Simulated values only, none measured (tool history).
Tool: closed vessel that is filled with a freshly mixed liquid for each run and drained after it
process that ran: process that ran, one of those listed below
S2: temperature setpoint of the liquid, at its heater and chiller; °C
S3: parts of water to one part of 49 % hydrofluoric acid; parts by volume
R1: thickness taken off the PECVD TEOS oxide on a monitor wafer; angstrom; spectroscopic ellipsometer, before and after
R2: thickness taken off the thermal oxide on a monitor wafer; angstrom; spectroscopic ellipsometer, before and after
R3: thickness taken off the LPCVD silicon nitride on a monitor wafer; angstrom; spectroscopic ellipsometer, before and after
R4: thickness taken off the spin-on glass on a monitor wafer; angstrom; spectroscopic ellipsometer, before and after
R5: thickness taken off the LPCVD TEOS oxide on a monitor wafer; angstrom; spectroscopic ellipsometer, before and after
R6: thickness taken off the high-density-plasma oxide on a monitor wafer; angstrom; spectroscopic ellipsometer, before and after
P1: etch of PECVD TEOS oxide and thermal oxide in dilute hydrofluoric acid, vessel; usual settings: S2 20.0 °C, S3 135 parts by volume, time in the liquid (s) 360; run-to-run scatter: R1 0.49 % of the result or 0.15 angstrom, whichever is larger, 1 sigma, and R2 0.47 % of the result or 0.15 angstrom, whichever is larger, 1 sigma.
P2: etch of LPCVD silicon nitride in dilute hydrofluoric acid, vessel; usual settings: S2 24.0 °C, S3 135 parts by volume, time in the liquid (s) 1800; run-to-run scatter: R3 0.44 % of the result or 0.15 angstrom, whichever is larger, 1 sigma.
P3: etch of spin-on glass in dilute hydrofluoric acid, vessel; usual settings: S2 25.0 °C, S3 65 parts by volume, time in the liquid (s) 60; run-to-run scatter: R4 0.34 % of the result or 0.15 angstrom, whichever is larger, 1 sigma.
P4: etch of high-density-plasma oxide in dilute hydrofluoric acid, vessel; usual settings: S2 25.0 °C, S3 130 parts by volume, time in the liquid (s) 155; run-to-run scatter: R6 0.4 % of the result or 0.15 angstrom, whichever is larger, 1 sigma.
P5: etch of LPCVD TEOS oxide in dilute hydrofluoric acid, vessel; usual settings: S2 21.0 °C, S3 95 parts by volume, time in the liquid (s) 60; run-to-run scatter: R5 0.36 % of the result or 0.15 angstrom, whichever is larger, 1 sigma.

Run 1, day 0.308: process that ran P1, S2 20.0 °C, S3 135 parts by volume, time in the liquid (s) 360. Result: R1 263.80 angstrom, R2 106.170 angstrom.
Run 2, day 0.667: process that ran P2, S2 24.0 °C, S3 135 parts by volume, time in the liquid (s) 2755. Result: R3 95.853 angstrom.
Run 3, day 1.008: process that ran P1, S2 20.0 °C, S3 135 parts by volume, time in the liquid (s) 360. Result: R1 261.80 angstrom, R2 106.060 angstrom.
Run 4, day 1.312: process that ran P1, S2 17.0 °C, S3 135 parts by volume, time in the liquid (s) 360. Result: R1 233.36 angstrom, R2 93.697 angstrom.
Run 5, day 1.671: process that ran P3, S2 25.0 °C, S3 65 parts by volume, time in the liquid (s) 60. Result: R4 281.49 angstrom.
Run 6, day 1.979: process that ran P3, S2 25.0 °C, S3 65 parts by volume, time in the liquid (s) 30. Result: R4 140.43 angstrom.
Run 7, day 2.229: process that ran P3, S2 19.0 °C, S3 65 parts by volume, time in the liquid (s) 60. Result: R4 219.78 angstrom.
Run 8, day 2.608: process that ran P1, S2 27.0 °C, S3 135 parts by volume, time in the liquid (s) 360. Result: R1 344.20 angstrom, R2 139.410 angstrom.
Run 9, day 2.867: process that ran P5, S2 21.0 °C, S3 95 parts by volume, time in the liquid (s) 60. Result: R5 313.05 angstrom.
Run 10, day 3.138: process that ran P5, S2 17.0 °C, S3 95 parts by volume, time in the liquid (s) 60. Result: R5 264.66 angstrom.
Run 11, day 3.467: process that ran P3, S2 25.0 °C, S3 65 parts by volume, time in the liquid (s) 60. Result: R4 280.04 angstrom.
Run 12, day 3.792: process that ran P5, S2 21.0 °C, S3 95 parts by volume, time in the liquid (s) 30. Result: R5 156.87 angstrom.
Run 13, day 4.221: process that ran P5, S2 21.0 °C, S3 150 parts by volume, time in the liquid (s) 60. Result: R5 186.82 angstrom.
Run 14, day 4.492: process that ran P4, S2 25.0 °C, S3 205 parts by volume, time in the liquid (s) 155. Result: R6 53.438 angstrom.
Run 15, day 4.746: process that ran P1, S2 20.0 °C, S3 135 parts by volume, time in the liquid (s) 640. Result: R1 464.11 angstrom, R2 186.560 angstrom.
Run 16, day 5.112: process that ran P2, S2 24.0 °C, S3 20 parts by volume, time in the liquid (s) 1800. Result: R3 405.900 angstrom.
Run 17, day 5.400: process that ran P2, S2 24.0 °C, S3 135 parts by volume, time in the liquid (s) 1800. Result: R3 62.414 angstrom.
Run 18, day 5.842: process that ran P4, S2 25.0 °C, S3 130 parts by volume, time in the liquid (s) 155. Result: R6 91.720 angstrom.
Run 19, day 6.083: process that ran P1, S2 27.0 °C, S3 135 parts by volume, time in the liquid (s) 610. Result: R1 583.26 angstrom, R2 235.710 angstrom.
Run 20, day 6.438: process that ran P2, S2 24.0 °C, S3 135 parts by volume, time in the liquid (s) 1800. Result: R3 61.874 angstrom.
Run 21, day 6.808: process that ran P1, S2 20.0 °C, S3 210 parts by volume, time in the liquid (s) 360. Result: R1 157.06 angstrom, R2 63.206 angstrom.
Run 22, day 7.200: process that ran P1, S2 20.0 °C, S3 135 parts by volume, time in the liquid (s) 360. Result: R1 264.25 angstrom, R2 106.260 angstrom.
Run 23, day 7.429: process that ran P1, S2 20.0 °C, S3 65 parts by volume, time in the liquid (s) 360. Result: R1 590.14 angstrom, R2 236.470 angstrom.
Run 24, day 7.821: process that ran P3, S2 25.0 °C, S3 90 parts by volume, time in the liquid (s) 60. Result: R4 195.69 angstrom.
Run 25, day 8.158: process that ran P4, S2 25.0 °C, S3 130 parts by volume, time in the liquid (s) 45. Result: R6 26.506 angstrom.
Run 26, day 8.417: process that ran P2, S2 30.5 °C, S3 135 parts by volume, time in the liquid (s) 1800. Result: R3 94.122 angstrom.
Run 27, day 8.692: process that ran P4, S2 29.0 °C, S3 130 parts by volume, time in the liquid (s) 155. Result: R6 106.030 angstrom.
Run 28, day 9.067: process that ran P1, S2 20.0 °C, S3 135 parts by volume, time in the liquid (s) 85. Result: R1 62.58 angstrom, R2 25.010 angstrom.
Run 29, day 9.446: process that ran P1, S2 20.0 °C, S3 135 parts by volume, time in the liquid (s) 360. Result: R1 263.33 angstrom, R2 106.440 angstrom.
Run 30, day 9.888: process that ran P1, S2 20.0 °C, S3 135 parts by volume, time in the liquid (s) 360. Result: R1 265.02 angstrom, R2 105.960 angstrom.
Run 31, day 10.296: process that ran P1, S2 20.0 °C, S3 135 parts by volume, time in the liquid (s) 360. Result: R1 257.14 angstrom, R2 102.700 angstrom.
Run 32, day 10.500: process that ran P1, S2 20.0 °C, S3 135 parts by volume, time in the liquid (s) 360. Result: R1 253.15 angstrom, R2 100.740 angstrom.
Run 33, day 10.796: process that ran P1, S2 20.0 °C, S3 135 parts by volume, time in the liquid (s) 360. Result: R1 252.17 angstrom, R2 101.380 angstrom.
Run 34, day 11.217: process that ran P1, S2 20.0 °C, S3 135 parts by volume, time in the liquid (s) 360. Result: R1 247.71 angstrom, R2 99.793 angstrom.
Run 35, day 11.621: process that ran P1, S2 20.0 °C, S3 135 parts by volume, time in the liquid (s) 360. Result: R1 247.66 angstrom, R2 99.351 angstrom.
Run 36, day 12.062: process that ran P1, S2 20.0 °C, S3 135 parts by volume, time in the liquid (s) 360. Result: R1 244.79 angstrom, R2 98.496 angstrom.
Run 37, day 12.321: process that ran P1, S2 20.0 °C, S3 135 parts by volume, time in the liquid (s) 360. Result: R1 245.39 angstrom, R2 98.207 angstrom.
Run 38, day 12.642: process that ran P1, S2 20.0 °C, S3 135 parts by volume, time in the liquid (s) 360. Result: R1 243.46 angstrom, R2 97.572 angstrom.
Run 39, day 12.942: process that ran P1, S2 20.0 °C, S3 135 parts by volume, time in the liquid (s) 360. Result: R1 244.69 angstrom, R2 97.998 angstrom.
Run 40, day 13.275: process that ran P1, S2 20.0 °C, S3 135 parts by volume, time in the liquid (s) 360. Result: R1 247.05 angstrom, R2 97.892 angstrom.

What P1 gives has crept away from where it was. These 2 causes fit the log equally well, each at the size given:
A: liquid colder than its thermometer reads (K) = 1.92
B: hydrofluoric acid flow below the setpoint (%) = 6.56
The creep began at about day 9.888.

4 check runs are offered, one wafer each, their results left as question marks. Which one tells the causes apart?
Run check 1, day 13.608: process that ran P2, S2 24.0 °C, S3 135 parts by volume, time in the liquid (s) 1800. Result: R3 ?.
Run check 2, day 13.608: process that ran P5, S2 21.0 °C, S3 95 parts by volume, time in the liquid (s) 60. Result: R5 ?.
Run check 3, day 13.608: process that ran P4, S2 25.0 °C, S3 130 parts by volume, time in the liquid (s) 155. Result: R6 ?.
Run check 4, day 13.608: process that ran P3, S2 25.0 °C, S3 65 parts by volume, time in the liquid (s) 60. Result: R4 ?.

What each check would give under each cause:
  check  result    if A    if B
check 1      R3  55.183  58.510
check 2      R5  289.84  290.88
check 3      R6  84.857  84.486
check 4      R4  259.25  260.35
How far apart the two closest causes lie, in the result that separates them most: check 1 5.85 %; check 2 0.36 %; check 3 0.44 %; check 4 0.42 %
Only check 1 tells the causes apart: in the others they would give nearly the same result.

Check 1 was then run and gave: R3 58.661 angstrom. Which cause is it?

It is B: hydrofluoric acid flow below the setpoint (%).
